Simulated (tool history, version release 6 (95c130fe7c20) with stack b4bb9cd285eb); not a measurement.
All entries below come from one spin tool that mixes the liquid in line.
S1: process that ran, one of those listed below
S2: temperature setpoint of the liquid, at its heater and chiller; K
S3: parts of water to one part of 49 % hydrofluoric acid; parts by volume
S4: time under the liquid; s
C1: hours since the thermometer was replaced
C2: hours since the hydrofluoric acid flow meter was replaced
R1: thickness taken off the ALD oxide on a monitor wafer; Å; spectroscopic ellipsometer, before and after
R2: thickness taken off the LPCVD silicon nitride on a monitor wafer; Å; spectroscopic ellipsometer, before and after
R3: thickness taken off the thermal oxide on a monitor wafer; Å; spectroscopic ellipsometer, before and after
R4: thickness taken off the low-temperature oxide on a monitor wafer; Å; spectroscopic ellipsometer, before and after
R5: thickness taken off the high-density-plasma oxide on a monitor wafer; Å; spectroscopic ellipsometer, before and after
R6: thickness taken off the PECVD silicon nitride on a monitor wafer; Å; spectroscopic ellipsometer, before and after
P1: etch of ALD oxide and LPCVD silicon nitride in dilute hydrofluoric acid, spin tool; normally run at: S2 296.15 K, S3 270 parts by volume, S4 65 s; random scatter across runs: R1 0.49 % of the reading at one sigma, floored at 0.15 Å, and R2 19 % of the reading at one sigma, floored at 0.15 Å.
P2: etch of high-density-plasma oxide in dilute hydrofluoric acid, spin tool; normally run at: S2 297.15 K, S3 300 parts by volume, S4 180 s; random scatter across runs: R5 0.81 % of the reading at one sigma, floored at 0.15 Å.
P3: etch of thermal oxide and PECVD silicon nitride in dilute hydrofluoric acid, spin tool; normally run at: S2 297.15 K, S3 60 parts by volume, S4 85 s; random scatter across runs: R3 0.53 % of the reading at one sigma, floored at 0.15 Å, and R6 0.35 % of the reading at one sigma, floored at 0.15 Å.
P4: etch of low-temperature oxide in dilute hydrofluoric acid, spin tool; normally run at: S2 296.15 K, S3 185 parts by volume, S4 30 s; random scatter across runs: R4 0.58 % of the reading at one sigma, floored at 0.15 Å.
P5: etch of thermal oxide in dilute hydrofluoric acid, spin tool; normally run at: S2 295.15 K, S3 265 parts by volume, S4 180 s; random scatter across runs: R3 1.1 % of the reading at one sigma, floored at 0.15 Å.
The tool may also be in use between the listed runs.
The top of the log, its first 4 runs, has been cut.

| run | day | S1 | S2 | S3 | S4 | C1 | C2 | R1 | R2 | R3 | R4 | R5 | R6 |
|---|---|---|---|---|---|---|---|---|---|---|---|---|---|
| 5 | 2.683 | P4 | 302.65 | 185 | 30 | 519.8 | 245.5 |  |  |  | 62.887 |  |  |
| 6 | 3.367 | P2 | 297.15 | 300 | 180 | 536.2 | 261.9 |  |  |  |  | 33.939 |  |
| 7 | 4.054 | P1 | 296.15 | 270 | 65 | 552.7 | 278.4 | 60.816 | 0.92740 |  |  |  |  |
| 8 | 4.688 | P4 | 296.15 | 40 | 30 | 567.9 | 293.6 |  |  |  | 271.160 |  |  |
| 9 | 5.329 | P2 | 297.15 | 300 | 280 | 583.3 | 309.0 |  |  |  |  | 52.614 |  |
| 10 | 5.788 | P3 | 297.15 | 110 | 85 | 594.3 | 320.0 |  |  | 36.381 |  |  | 43.453 |
| 11 | 6.446 | P5 | 295.15 | 385 | 180 | 610.1 | 335.8 |  |  | 14.779 |  |  |  |
| 12 | 6.992 | P1 | 296.15 | 270 | 65 | 623.2 | 348.9 | 60.943 | 1.02590 |  |  |  |  |
| 13 | 7.362 | P5 | 295.15 | 265 | 80 | 632.1 | 357.8 |  |  | 10.782 |  |  |  |
| 14 | 7.917 | P1 | 296.15 | 460 | 65 | 645.4 | 371.1 | 29.932 | 0.40571 |  |  |  |  |
| 15 | 8.625 | P1 | 296.15 | 270 | 65 | 662.4 | 388.1 | 60.511 | 1.21870 |  |  |  |  |
| 16 | 9.238 | P2 | 297.15 | 425 | 180 | 677.1 | 402.8 |  |  |  |  | 21.007 |  |
| 17 | 9.558 | P3 | 292.15 | 60 | 85 | 684.8 | 410.5 |  |  | 57.806 |  |  | 55.912 |
| 18 | 9.925 | P3 | 297.15 | 60 | 30 | 693.6 | 419.3 |  |  | 25.123 |  |  | 27.504 |
| 19 | 10.429 | P4 | 296.15 | 185 | 15 | 705.7 | 431.4 |  |  |  | 24.969 |  |  |
| 20 | 10.792 | P2 | 297.15 | 300 | 180 | 714.4 | 440.1 |  |  |  |  | 33.650 |  |
| 21 | 11.217 | P3 | 297.15 | 60 | 85 | 724.6 | 450.3 |  |  | 71.251 |  |  | 78.977 |
| 22 | 11.883 | P1 | 300.65 | 270 | 65 | 740.6 | 466.3 | 70.338 | 1.27850 |  |  |  |  |

Forecast run 23:
| 23 | 12.271 | P1 | 290.15 | 270 | 15 | 749.9 | 475.6 | ? | ? |  |  |  |  |

R1: 11.182 Å
R2: 0.24532 Å
